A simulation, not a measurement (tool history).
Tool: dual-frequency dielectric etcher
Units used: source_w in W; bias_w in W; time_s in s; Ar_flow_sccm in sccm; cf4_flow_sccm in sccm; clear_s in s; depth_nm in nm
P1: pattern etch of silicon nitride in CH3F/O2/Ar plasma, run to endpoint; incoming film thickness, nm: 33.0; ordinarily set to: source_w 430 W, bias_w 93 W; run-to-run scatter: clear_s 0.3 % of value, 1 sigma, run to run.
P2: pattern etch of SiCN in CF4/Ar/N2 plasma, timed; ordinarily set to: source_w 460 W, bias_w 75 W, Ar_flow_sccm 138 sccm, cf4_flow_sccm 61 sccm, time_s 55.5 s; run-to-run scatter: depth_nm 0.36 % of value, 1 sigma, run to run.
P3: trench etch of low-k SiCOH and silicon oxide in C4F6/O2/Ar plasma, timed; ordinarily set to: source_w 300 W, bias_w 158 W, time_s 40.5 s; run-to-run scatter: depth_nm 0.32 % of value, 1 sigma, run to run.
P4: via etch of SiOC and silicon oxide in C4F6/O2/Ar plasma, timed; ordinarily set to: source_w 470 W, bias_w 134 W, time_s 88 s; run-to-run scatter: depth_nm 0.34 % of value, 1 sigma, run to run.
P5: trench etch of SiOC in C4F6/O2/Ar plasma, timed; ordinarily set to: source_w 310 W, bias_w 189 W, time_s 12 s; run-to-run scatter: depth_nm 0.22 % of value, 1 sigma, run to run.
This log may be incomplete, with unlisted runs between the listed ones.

| run | hour | process | source_w | bias_w | time_s | Ar_flow_sccm | cf4_flow_sccm | hours since the last wet clean | hours since the last source power generator calibration | hours since the last bias power generator calibration | clear_s | depth_nm |
|---|---|---|---|---|---|---|---|---|---|---|---|---|
| 1 | 2.5 | P1 | 430 | 93 |  |  |  | 136.7 | 1159.5 | 2148.5 | 42.479 |  |
| 2 | 6.5 | P1 | 430 | 93 |  |  |  | 140.7 | 1163.5 | 2152.5 | 42.431 |  |
| 3 | 9.4 | P5 | 310 | 189 | 12 |  |  | 143.6 | 1166.4 | 2155.4 |  | 23.005 |
| 4 | 13.4 | P5 | 310 | 189 | 12 |  |  | 147.6 | 1170.4 | 2159.4 |  | 22.979 |
| 5 | 16.8 | P5 | 310 | 256 | 12 |  |  | 151 | 1173.8 | 2162.8 |  | 25.526 |
| 6 | 20.6 | P3 | 300 | 110 | 40.5 |  |  | 154.8 | 1177.6 | 2166.6 |  | 96.148 |
| 7 | 23 | P2 | 460 | 75 | 72.5 | 138 | 61 | 157.2 | 1180 | 2169 |  | 62.042 |
| 8 | 25.4 | P2 | 460 | 105 | 55.5 | 138 | 61 | 159.6 | 1182.4 | 2171.4 |  | 54.189 |
| 9 | 28.4 | P4 | 470 | 134 | 88 |  |  | 162.6 | 1185.4 | 2174.4 |  | 98.869 |
| 10 | 31.1 | P1 | 540 | 128 |  |  |  | 165.3 | 1188.1 | 2177.1 | 34.789 |  |
| 11 | 36.3 | P5 | 220 | 189 | 12 |  |  | 170.5 | 1193.3 | 2182.3 |  | 20.143 |
| 12 | 39.8 | P2 | 460 | 75 | 55.5 | 87 | 61 | 174 | 1196.8 | 2185.8 |  | 51.131 |
| 13 | 43.7 | P1 | 430 | 93 |  |  |  | 177.9 | 1200.7 | 2189.7 | 42.679 |  |
|  | 45.3 | wet clean of the chamber |
| 14 | 48.8 | P4 | 470 | 134 | 49 |  |  | 3.6 | 1205.8 | 2194.8 |  | 55.079 |
| 15 | 52.7 | P2 | 350 | 75 | 55.5 | 138 | 61 | 7.5 | 1209.7 | 2198.7 |  | 37.495 |
| 16 | 58 | P2 | 460 | 75 | 55.5 | 138 | 48 | 12.8 | 1215 | 2204 |  | 45.65 |
| 17 | 61.1 | P4 | 560 | 134 | 88 |  |  | 15.9 | 1218.1 | 2207.1 |  | 106.48 |
| 18 | 64.3 | P1 | 430 | 124 |  |  |  | 19.1 | 1221.3 | 2210.3 | 38.47 |  |
| 19 | 67.9 | P2 | 460 | 75 | 55.5 | 138 | 61 | 22.7 | 1224.9 | 2213.9 |  | 47.771 |
| 20 | 72 | P4 | 470 | 175 | 88 |  |  | 26.8 | 1229 | 2218 |  | 107.75 |
| 21 | 74.7 | P1 | 430 | 93 |  |  |  | 29.5 | 1231.7 | 2220.7 | 42.508 |  |
| 22 | 77.3 | P3 | 300 | 158 | 40.5 |  |  | 32.1 | 1234.3 | 2223.3 |  | 107.24 |

Forecast run 23:
| 23 | 82.4 | P5 | 310 | 189 | 17 |  |  | 37.2 | 1239.4 | 2228.4 |  | ? |

{"run 23": {"depth_nm": 32.584}}
